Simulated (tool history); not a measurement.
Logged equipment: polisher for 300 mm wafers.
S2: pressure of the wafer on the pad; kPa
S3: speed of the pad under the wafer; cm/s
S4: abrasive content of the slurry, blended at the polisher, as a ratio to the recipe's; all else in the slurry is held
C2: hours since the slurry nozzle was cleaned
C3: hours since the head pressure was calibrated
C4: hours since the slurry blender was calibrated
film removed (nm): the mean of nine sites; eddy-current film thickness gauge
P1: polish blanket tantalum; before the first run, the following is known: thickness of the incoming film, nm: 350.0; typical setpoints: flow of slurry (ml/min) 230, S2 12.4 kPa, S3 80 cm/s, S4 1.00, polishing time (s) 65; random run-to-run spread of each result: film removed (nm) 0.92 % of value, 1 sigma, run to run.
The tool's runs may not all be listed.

run 1 hour=6.4 | flow_of_slurry_(ml/min)=230 S2=12.4 S3=80 S4=1.00 polishing_time_(s)=65 | wafers_polished_on_this_pad=311 C2=192.2 C3=155.9 C4=211.3 | film_removed_(nm)=83.080
run 2 hour=12.3 | flow_of_slurry_(ml/min)=230 S2=12.4 S3=80 S4=1.00 polishing_time_(s)=65 | wafers_polished_on_this_pad=363 C2=198.1 C3=161.8 C4=217.2 | film_removed_(nm)=83.305
run 3 hour=16.1 | flow_of_slurry_(ml/min)=230 S2=12.4 S3=80 S4=1.00 polishing_time_(s)=65 | wafers_polished_on_this_pad=397 C2=201.9 C3=165.6 C4=221.0 | film_removed_(nm)=83.712
run 4 hour=24.0 | flow_of_slurry_(ml/min)=230 S2=12.4 S3=80 S4=1.00 polishing_time_(s)=65 | wafers_polished_on_this_pad=467 C2=209.8 C3=173.5 C4=228.9 | film_removed_(nm)=82.114
run 5 hour=31.8 | flow_of_slurry_(ml/min)=355 S2=12.4 S3=80 S4=1.00 polishing_time_(s)=65 | wafers_polished_on_this_pad=537 C2=217.6 C3=181.3 C4=236.7 | film_removed_(nm)=85.774
run 6 hour=38.5 | flow_of_slurry_(ml/min)=230 S2=12.4 S3=80 S4=1.35 polishing_time_(s)=65 | wafers_polished_on_this_pad=596 C2=224.3 C3=188.0 C4=243.4 | film_removed_(nm)=90.356
run 7 hour=42.7 | flow_of_slurry_(ml/min)=230 S2=12.4 S3=80 S4=0.50 polishing_time_(s)=65 | wafers_polished_on_this_pad=634 C2=228.5 C3=192.2 C4=247.6 | film_removed_(nm)=64.041
run 8 hour=46.9 | flow_of_slurry_(ml/min)=230 S2=12.4 S3=48 S4=1.00 polishing_time_(s)=65 | wafers_polished_on_this_pad=671 C2=232.7 C3=196.4 C4=251.8 | film_removed_(nm)=50.258
run 9 hour=51.0 | flow_of_slurry_(ml/min)=230 S2=12.4 S3=112 S4=1.00 polishing_time_(s)=65 | wafers_polished_on_this_pad=708 C2=236.8 C3=200.5 C4=255.9 | film_removed_(nm)=115.190
run 10 hour=57.2 | flow_of_slurry_(ml/min)=230 S2=12.4 S3=80 S4=1.00 polishing_time_(s)=65 | wafers_polished_on_this_pad=763 C2=243.0 C3=206.7 C4=262.1 | film_removed_(nm)=84.561
run 11 hour=63.3 | flow_of_slurry_(ml/min)=230 S2=12.4 S3=80 S4=1.00 polishing_time_(s)=100 | wafers_polished_on_this_pad=817 C2=249.1 C3=212.8 C4=268.2 | film_removed_(nm)=126.990
run 12 hour=67.5 | flow_of_slurry_(ml/min)=230 S2=12.4 S3=80 S4=1.00 polishing_time_(s)=65 | wafers_polished_on_this_pad=854 C2=253.3 C3=217.0 C4=272.4 | film_removed_(nm)=83.352
run 13 hour=74.3 | flow_of_slurry_(ml/min)=230 S2=12.4 S3=80 S4=1.00 polishing_time_(s)=40 | wafers_polished_on_this_pad=915 C2=260.1 C3=223.8 C4=279.2 | film_removed_(nm)=50.415
run 14 hour=82.2 | flow_of_slurry_(ml/min)=230 S2=16.5 S3=80 S4=1.00 polishing_time_(s)=65 | wafers_polished_on_this_pad=985 C2=268.0 C3=231.7 C4=287.1 | film_removed_(nm)=109.860
run 15 hour=89.0 | flow_of_slurry_(ml/min)=230 S2=12.4 S3=80 S4=1.00 polishing_time_(s)=65 | wafers_polished_on_this_pad=1046 C2=274.8 C3=238.5 C4=293.9 | film_removed_(nm)=83.337
run 16 hour=95.7 | flow_of_slurry_(ml/min)=140 S2=12.4 S3=80 S4=1.00 polishing_time_(s)=65 | wafers_polished_on_this_pad=1105 C2=281.5 C3=245.2 C4=300.6 | film_removed_(nm)=77.168
run 17 hour=101.0 | flow_of_slurry_(ml/min)=230 S2=6.9 S3=80 S4=1.00 polishing_time_(s)=65 | wafers_polished_on_this_pad=1152 C2=286.8 C3=250.5 C4=305.9 | film_removed_(nm)=45.988
run 18 hour=108.3 | flow_of_slurry_(ml/min)=230 S2=9.0 S3=80 S4=1.35 polishing_time_(s)=65 | wafers_polished_on_this_pad=1217 C2=294.1 C3=257.8 C4=313.2 | film_removed_(nm)=65.315
run 19 hour=115.0 | flow_of_slurry_(ml/min)=230 S2=12.4 S3=80 S4=1.00 polishing_time_(s)=65 | wafers_polished_on_this_pad=1277 C2=300.8 C3=264.5 C4=319.9 | film_removed_(nm)=83.653

Estimate the outcome of run 20 from the log above:
run 20 hour=122.7 | flow_of_slurry_(ml/min)=230 S2=12.4 S3=80 S4=1.00 polishing_time_(s)=65 | wafers_polished_on_this_pad=1346 C2=308.5 C3=272.2 C4=327.6 | film_removed_(nm)=?

Logged for run 20: film removed (nm) 81.963.
